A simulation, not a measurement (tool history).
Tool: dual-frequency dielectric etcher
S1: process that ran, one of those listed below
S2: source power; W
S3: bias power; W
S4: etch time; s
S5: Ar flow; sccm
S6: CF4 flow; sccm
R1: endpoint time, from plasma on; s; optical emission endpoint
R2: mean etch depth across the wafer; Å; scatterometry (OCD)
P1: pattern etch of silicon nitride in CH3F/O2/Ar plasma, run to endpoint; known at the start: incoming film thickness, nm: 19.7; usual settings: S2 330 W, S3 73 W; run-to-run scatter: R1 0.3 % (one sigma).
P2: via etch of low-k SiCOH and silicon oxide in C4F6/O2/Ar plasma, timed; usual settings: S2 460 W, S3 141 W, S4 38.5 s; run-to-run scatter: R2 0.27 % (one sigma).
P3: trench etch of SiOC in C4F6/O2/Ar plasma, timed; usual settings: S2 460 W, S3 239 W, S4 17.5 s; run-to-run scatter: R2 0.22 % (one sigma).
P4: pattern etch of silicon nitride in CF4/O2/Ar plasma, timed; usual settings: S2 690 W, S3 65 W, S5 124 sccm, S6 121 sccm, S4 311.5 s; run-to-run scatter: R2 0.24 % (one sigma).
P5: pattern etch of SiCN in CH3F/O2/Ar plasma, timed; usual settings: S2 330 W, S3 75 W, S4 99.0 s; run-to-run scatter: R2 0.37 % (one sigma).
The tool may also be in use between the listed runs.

run 1 hour=10.9 | S1=P1 S2=330 S3=73 | R1=30.066
run 2 hour=20.3 | S1=P1 S2=330 S3=73 | R1=29.907
run 3 hour=36.7 | S1=P1 S2=330 S3=73 | R1=29.982
run 4 hour=48.9 | S1=P5 S2=330 S3=75 S4=99.0 | R2=350.78
run 5 hour=62.2 | S1=P1 S2=330 S3=73 | R1=30.116
run 6 hour=69.8 | S1=P1 S2=440 S3=73 | R1=26.902
run 7 hour=84.8 | S1=P3 S2=460 S3=239 S4=17.5 | R2=412.92
run 8 hour=98.9 | S1=P1 S2=330 S3=60 | R1=32.188
run 9 hour=108.0 | S1=P5 S2=330 S3=75 S4=130.5 | R2=461.62
run 10 hour=118.4 | S1=P1 S2=260 S3=73 | R1=32.917
run 11 hour=132.9 | S1=P4 S2=690 S3=86 S4=311.5 S5=124 S6=121 | R2=10165.00
run 12 hour=147.5 | S1=P2 S2=460 S3=177 S4=38.5 | R2=1001.40
run 13 hour=160.6 | S1=P1 S2=330 S3=86 | R1=28.291
run 14 hour=167.9 | S1=P5 S2=430 S3=75 S4=99.0 | R2=386.66
run 15 hour=180.7 | S1=P5 S2=330 S3=100 S4=99.0 | R2=390.03
run 16 hour=188.8 | S1=P2 S2=460 S3=141 S4=24.0 | R2=585.39
run 17 hour=196.4 | S1=P2 S2=460 S3=141 S4=38.5 | R2=942.83
run 18 hour=206.7 | S1=P4 S2=690 S3=65 S4=189.0 S5=124 S6=121 | R2=5531.00
run 19 hour=219.2 | S1=P2 S2=570 S3=141 S4=38.5 | R2=1021.20
run 20 hour=231.4 | S1=P4 S2=690 S3=65 S4=311.5 S5=124 S6=121 | R2=9122.40
run 21 hour=241.8 | S1=P3 S2=460 S3=239 S4=13.0 | R2=306.68
run 22 hour=248.9 | S1=P3 S2=460 S3=188 S4=17.5 | R2=381.46
run 23 hour=257.0 | S1=P3 S2=460 S3=239 S4=17.5 | R2=412.79
run 24 hour=273.0 | S1=P1 S2=260 S3=94 | R1=30.134
run 25 hour=287.3 | S1=P1 S2=330 S3=73 | R1=29.957
run 26 hour=294.4 | S1=P3 S2=620 S3=239 S4=17.5 | R2=462.87
run 27 hour=306.3 | S1=P4 S2=690 S3=65 S4=311.5 S5=124 S6=161 | R2=9405.70
run 28 hour=317.5 | S1=P1 S2=330 S3=73 | R1=30.125
run 29 hour=330.3 | S1=P1 S2=420 S3=53 | R1=30.341
run 30 hour=344.8 | S1=P4 S2=920 S3=65 S4=311.5 S5=124 S6=121 | R2=11742.00
run 31 hour=360.1 | S1=P4 S2=690 S3=65 S4=311.5 S5=82 S6=121 | R2=9569.10
run 32 hour=370.7 | S1=P1 S2=330 S3=73 | R1=30.165
run 33 hour=386.8 | S1=P1 S2=330 S3=73 | R1=29.831
run 34 hour=400.7 | S1=P1 S2=330 S3=73 | R1=29.829
run 35 hour=413.2 | S1=P1 S2=330 S3=73 | R1=29.658
run 36 hour=429.3 | S1=P1 S2=330 S3=73 | R1=29.805
-- hour=437.4 wet clean of the chamber
run 37 hour=442.6 | S1=P1 S2=330 S3=73 | R1=29.541
run 38 hour=449.8 | S1=P1 S2=330 S3=73 | R1=29.681
run 39 hour=464.4 | S1=P1 S2=330 S3=73 | R1=29.755
run 40 hour=478.7 | S1=P1 S2=330 S3=73 | R1=29.674
run 41 hour=485.9 | S1=P1 S2=330 S3=73 | R1=29.601
run 42 hour=493.6 | S1=P1 S2=330 S3=73 | R1=29.573
run 43 hour=504.2 | S1=P1 S2=330 S3=73 | R1=29.554

What P1 gives has crept away from where it was. These 2 causes fit the log equally well, each at the size given:
A: bias power that arrives over what is set, % = 4.68
B: source power that arrives over what is set, % = 4.34
The creep began at about hour 370.7.
Why every other cause is out:
chamber walls in a state that raises the etch rate, %: serviced at hour 437.4, which brought nothing back

4 check runs are offered, one wafer each, their results left as question marks. Which one tells the causes apart?
run check 1 hour=514.8 | S1=P2 S2=460 S3=141 S4=27.5 | R2=?
run check 2 hour=514.8 | S1=P3 S2=460 S3=191 S4=17.5 | R2=?
run check 3 hour=514.8 | S1=P4 S2=690 S3=65 S4=211.0 S5=84 S6=121 | R2=?
run check 4 hour=514.8 | S1=P5 S2=400 S3=75 S4=99.0 | R2=?

What each check would give under each cause:
check=check_1 result=R2 if_A=681.35 if_B=683.60
check=check_2 result=R2 if_A=390.12 if_B=390.88
check=check_3 result=R2 if_A=6561.10 if_B=6694.30
check=check_4 result=R2 if_A=381.60 if_B=381.43
How far apart the two closest causes lie, in the result that separates them most: check 1 0.33 %; check 2 0.2 %; check 3 2.01 %; check 4 0.04 %
Check 3 tells the causes apart: in the others they would give nearly the same result.

Check 3 was then run and gave: R2 6560.60 Å. Which cause is it?

It is A: bias power that arrives over what is set, %.

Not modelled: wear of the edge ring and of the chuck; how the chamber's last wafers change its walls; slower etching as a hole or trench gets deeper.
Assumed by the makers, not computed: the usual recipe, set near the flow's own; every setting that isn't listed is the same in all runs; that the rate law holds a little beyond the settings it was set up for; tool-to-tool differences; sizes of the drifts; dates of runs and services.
